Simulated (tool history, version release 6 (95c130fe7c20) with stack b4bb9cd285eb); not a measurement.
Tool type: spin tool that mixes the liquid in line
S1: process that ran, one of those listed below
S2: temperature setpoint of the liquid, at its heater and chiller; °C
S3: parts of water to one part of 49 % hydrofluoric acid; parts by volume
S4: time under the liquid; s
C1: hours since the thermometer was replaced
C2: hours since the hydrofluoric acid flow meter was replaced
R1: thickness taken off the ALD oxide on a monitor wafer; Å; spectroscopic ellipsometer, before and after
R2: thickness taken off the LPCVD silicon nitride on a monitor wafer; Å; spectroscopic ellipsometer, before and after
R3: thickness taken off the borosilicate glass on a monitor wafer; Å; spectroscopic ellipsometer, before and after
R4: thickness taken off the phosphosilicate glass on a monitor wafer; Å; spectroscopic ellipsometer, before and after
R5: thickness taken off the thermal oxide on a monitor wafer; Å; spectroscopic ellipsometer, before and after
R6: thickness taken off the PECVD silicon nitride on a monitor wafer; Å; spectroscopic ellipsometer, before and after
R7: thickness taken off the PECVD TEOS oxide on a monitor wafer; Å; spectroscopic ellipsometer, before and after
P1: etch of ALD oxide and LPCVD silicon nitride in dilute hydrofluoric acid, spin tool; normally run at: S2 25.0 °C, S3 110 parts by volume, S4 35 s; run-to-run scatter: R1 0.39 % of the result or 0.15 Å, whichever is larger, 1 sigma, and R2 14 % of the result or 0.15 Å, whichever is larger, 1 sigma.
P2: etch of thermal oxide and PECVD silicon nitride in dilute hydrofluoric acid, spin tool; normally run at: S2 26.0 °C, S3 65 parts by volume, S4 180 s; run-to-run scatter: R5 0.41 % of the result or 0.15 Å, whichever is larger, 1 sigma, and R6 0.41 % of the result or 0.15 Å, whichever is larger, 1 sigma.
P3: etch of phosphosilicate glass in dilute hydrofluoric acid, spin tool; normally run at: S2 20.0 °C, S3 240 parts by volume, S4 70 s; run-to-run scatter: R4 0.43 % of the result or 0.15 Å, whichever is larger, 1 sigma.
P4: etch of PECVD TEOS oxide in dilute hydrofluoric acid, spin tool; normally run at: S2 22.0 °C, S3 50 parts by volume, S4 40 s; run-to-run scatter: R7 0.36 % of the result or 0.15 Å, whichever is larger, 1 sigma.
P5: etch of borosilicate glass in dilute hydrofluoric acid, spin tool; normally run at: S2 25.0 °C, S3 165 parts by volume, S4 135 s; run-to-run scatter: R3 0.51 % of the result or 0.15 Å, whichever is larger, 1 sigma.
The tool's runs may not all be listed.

Run 1, hour 3.9: S1 P1, S2 25.0 °C, S3 110 parts by volume, S4 35 s; C1 991.2; C2 326.3. Result: R1 80.627 Å, R2 1.72770 Å.
Run 2, hour 6.9: S1 P5, S2 25.0 °C, S3 165 parts by volume, S4 15 s; C1 994.2; C2 329.3. Result: R3 28.631 Å.
Run 3, hour 9.7: S1 P3, S2 20.0 °C, S3 240 parts by volume, S4 30 s; C1 997.0; C2 332.1. Result: R4 107.12 Å.
Run 4, hour 11.9: S1 P2, S2 26.0 °C, S3 65 parts by volume, S4 180 s; C1 999.2; C2 334.3. Result: R5 147.140 Å, R6 68.760 Å.
Run 5, hour 14.9: S1 P4, S2 22.0 °C, S3 50 parts by volume, S4 40 s; C1 1002.2; C2 337.3. Result: R7 126.290 Å.
Run 6, hour 17.9: S1 P1, S2 25.0 °C, S3 110 parts by volume, S4 35 s; C1 1005.2; C2 340.3. Result: R1 81.074 Å, R2 2.15020 Å.
Run 7, hour 22.8: S1 P4, S2 22.0 °C, S3 75 parts by volume, S4 40 s; C1 1010.1; C2 345.2. Result: R7 81.473 Å.
Run 8, hour 26.6: S1 P1, S2 19.0 °C, S3 110 parts by volume, S4 35 s; C1 1013.9; C2 349.0. Result: R1 64.189 Å, R2 0.81549 Å.
Run 9, hour 30.0: S1 P5, S2 25.0 °C, S3 255 parts by volume, S4 135 s; C1 1017.3; C2 352.4. Result: R3 151.520 Å.
Run 10, hour 34.9: S1 P1, S2 25.0 °C, S3 110 parts by volume, S4 35 s; C1 1022.2; C2 357.3. Result: R1 81.329 Å, R2 1.39510 Å.
Run 11, hour 39.3: S1 P4, S2 22.0 °C, S3 50 parts by volume, S4 40 s; C1 1026.6; C2 361.7. Result: R7 126.980 Å.
Run 12, hour 43.4: S1 P3, S2 20.0 °C, S3 335 parts by volume, S4 70 s; C1 1030.7; C2 365.8. Result: R4 164.86 Å.
Run 13, hour 45.7: S1 P2, S2 26.0 °C, S3 110 parts by volume, S4 180 s; C1 1033.0; C2 368.1. Result: R5 81.697 Å, R6 40.846 Å.
Run 14, hour 50.2: S1 P1, S2 25.0 °C, S3 110 parts by volume, S4 35 s; C1 1037.5; C2 372.6. Result: R1 81.013 Å, R2 2.08680 Å.
Run 15, hour 52.6: S1 P1, S2 20.0 °C, S3 175 parts by volume, S4 35 s; C1 1039.9; C2 375.0. Result: R1 39.362 Å, R2 0.82573 Å.
Run 16, hour 55.0: S1 P1, S2 25.0 °C, S3 175 parts by volume, S4 35 s; C1 1042.3; C2 377.4. Result: R1 47.366 Å, R2 1.08600 Å.
Run 17, hour 58.8: S1 P5, S2 32.5 °C, S3 165 parts by volume, S4 135 s; C1 1046.1; C2 381.2. Result: R3 337.180 Å.
Run 18, hour 60.9: S1 P1, S2 25.0 °C, S3 110 parts by volume, S4 35 s; C1 1048.2; C2 383.3. Result: R1 81.476 Å, R2 1.26940 Å.
Run 19, hour 63.2: S1 P3, S2 27.5 °C, S3 240 parts by volume, S4 70 s; C1 1050.5; C2 385.6. Result: R4 329.87 Å.
Run 20, hour 65.5: S1 P1, S2 29.0 °C, S3 110 parts by volume, S4 35 s; C1 1052.8; C2 387.9. Result: R1 95.088 Å, R2 2.25600 Å.
Run 21, hour 69.5: S1 P3, S2 20.0 °C, S3 240 parts by volume, S4 70 s; C1 1056.8; C2 391.9. Result: R4 251.04 Å.
Run 22, hour 72.7: S1 P2, S2 18.5 °C, S3 65 parts by volume, S4 180 s; C1 1060.0; C2 395.1. Result: R5 107.880 Å, R6 41.122 Å.
Run 23, hour 76.5: S1 P2, S2 26.0 °C, S3 65 parts by volume, S4 270 s; C1 1063.8; C2 398.9. Result: R5 220.970 Å, R6 103.020 Å.
Run 24, hour 80.6: S1 P1, S2 25.0 °C, S3 110 parts by volume, S4 20 s; C1 1067.9; C2 403.0. Result: R1 46.179 Å, R2 0.75946 Å.
Run 25, hour 85.1: S1 P4, S2 22.0 °C, S3 50 parts by volume, S4 70 s; C1 1072.4; C2 407.5. Result: R7 220.660 Å.
Run 26, hour 89.4: S1 P1, S2 25.0 °C, S3 110 parts by volume, S4 35 s; C1 1076.7; C2 411.8. Result: R1 81.202 Å, R2 1.74670 Å.
Run 27, hour 92.4: S1 P1, S2 25.0 °C, S3 45 parts by volume, S4 35 s; C1 1079.7; C2 414.8. Result: R1 215.880 Å, R2 4.93120 Å.
Run 28, hour 95.6: S1 P4, S2 30.0 °C, S3 50 parts by volume, S4 40 s; C1 1082.9; C2 418.0. Result: R7 173.970 Å.
Run 29, hour 99.2: S1 P1, S2 19.0 °C, S3 110 parts by volume, S4 60 s; C1 1086.5; C2 421.6. Result: R1 109.360 Å, R2 1.88390 Å.
Run 30, hour 102.0: S1 P5, S2 25.0 °C, S3 165 parts by volume, S4 135 s; C1 1089.3; C2 424.4. Result: R3 259.720 Å.
Run 31, hour 106.3: S1 P1, S2 25.0 °C, S3 110 parts by volume, S4 65 s; C1 1093.6; C2 428.7. Result: R1 149.990 Å, R2 2.86350 Å.
Run 32, hour 109.5: S1 P1, S2 25.0 °C, S3 110 parts by volume, S4 35 s; C1 1096.8; C2 431.9. Result: R1 81.079 Å, R2 2.17410 Å.
Run 33, hour 112.3: S1 P1, S2 25.0 °C, S3 110 parts by volume, S4 35 s; C1 1099.6; C2 434.7. Result: R1 79.468 Å, R2 2.03830 Å.
Run 34, hour 116.6: S1 P1, S2 25.0 °C, S3 110 parts by volume, S4 35 s; C1 1103.9; C2 439.0. Result: R1 78.052 Å, R2 1.45040 Å.
Run 35, hour 119.3: S1 P1, S2 25.0 °C, S3 110 parts by volume, S4 35 s; C1 1106.6; C2 441.7. Result: R1 78.349 Å, R2 1.32770 Å.
Run 36, hour 123.3: S1 P1, S2 25.0 °C, S3 110 parts by volume, S4 35 s; C1 1110.6; C2 445.7. Result: R1 77.082 Å, R2 1.32920 Å.
Run 37, hour 126.2: S1 P1, S2 25.0 °C, S3 110 parts by volume, S4 35 s; C1 1113.5; C2 448.6. Result: R1 76.954 Å, R2 1.60250 Å.
Run 38, hour 129.7: S1 P1, S2 25.0 °C, S3 110 parts by volume, S4 35 s; C1 1117.0; C2 452.1. Result: R1 76.547 Å, R2 1.54920 Å.
Run 39, hour 132.3: S1 P1, S2 25.0 °C, S3 110 parts by volume, S4 35 s; C1 1119.6; C2 454.7. Result: R1 75.763 Å, R2 1.84760 Å.
Run 40, hour 135.1: S1 P1, S2 25.0 °C, S3 110 parts by volume, S4 35 s; C1 1122.4; C2 457.5. Result: R1 76.525 Å, R2 1.41450 Å.
Run 41, hour 139.3: S1 P1, S2 25.0 °C, S3 110 parts by volume, S4 35 s; C1 1126.6; C2 461.7. Result: R1 76.576 Å, R2 1.77200 Å.
Run 42, hour 143.1: S1 P1, S2 25.0 °C, S3 110 parts by volume, S4 35 s; C1 1130.4; C2 465.5. Result: R1 76.014 Å, R2 1.81170 Å.
Run 43, hour 147.9: S1 P1, S2 25.0 °C, S3 110 parts by volume, S4 35 s; C1 1135.2; C2 470.3. Result: R1 76.505 Å, R2 1.55670 Å.

P1 no longer gives what it gave before; its output has crept away from where it was. The following 2 causes, each at its listed size, fit the log equally well:
A: liquid colder than its thermometer reads (K) = 1.68
B: hydrofluoric acid flow below the setpoint (%) = 5.6
The gradual shift began around hour 109.5.

Consider the 4 single-wafer check runs listed below, results given as question marks: which one distinguishes between the causes by giving clearly different results for each?
Run check 1, hour 152.7: S1 P2, S2 26.0 °C, S3 65 parts by volume, S4 180 s. Result: R5 ?, R6 ?.
Run check 2, hour 152.7: S1 P3, S2 20.0 °C, S3 240 parts by volume, S4 70 s. Result: R4 ?.
Run check 3, hour 152.7: S1 P5, S2 25.0 °C, S3 165 parts by volume, S4 135 s. Result: R3 ?.
Run check 4, hour 152.7: S1 P4, S2 22.0 °C, S3 50 parts by volume, S4 40 s. Result: R7 ?.

What every check run would give for each of its results, assuming each possible cause in turn:
  check  result     if A     if B
check 1      R5  137.720  138.370
check 1      R6   61.463   64.908
check 2      R4   235.04   233.41
check 3      R3  241.970  240.680
check 4      R7  117.870  118.970
Per-check spread between the two closest causes, in the result where they differ most: check 1 5.45 %; check 2 0.7 %; check 3 0.53 %; check 4 0.93 %
Check 1 distinguishes between the causes, while the remaining checks would return nearly the same result for all of them.

After running check 1, the following was obtained: R5 138.450 Å; R6 61.770 Å. Which cause does this point to?

Of the candidate causes, it is A: liquid colder than its thermometer reads (K).
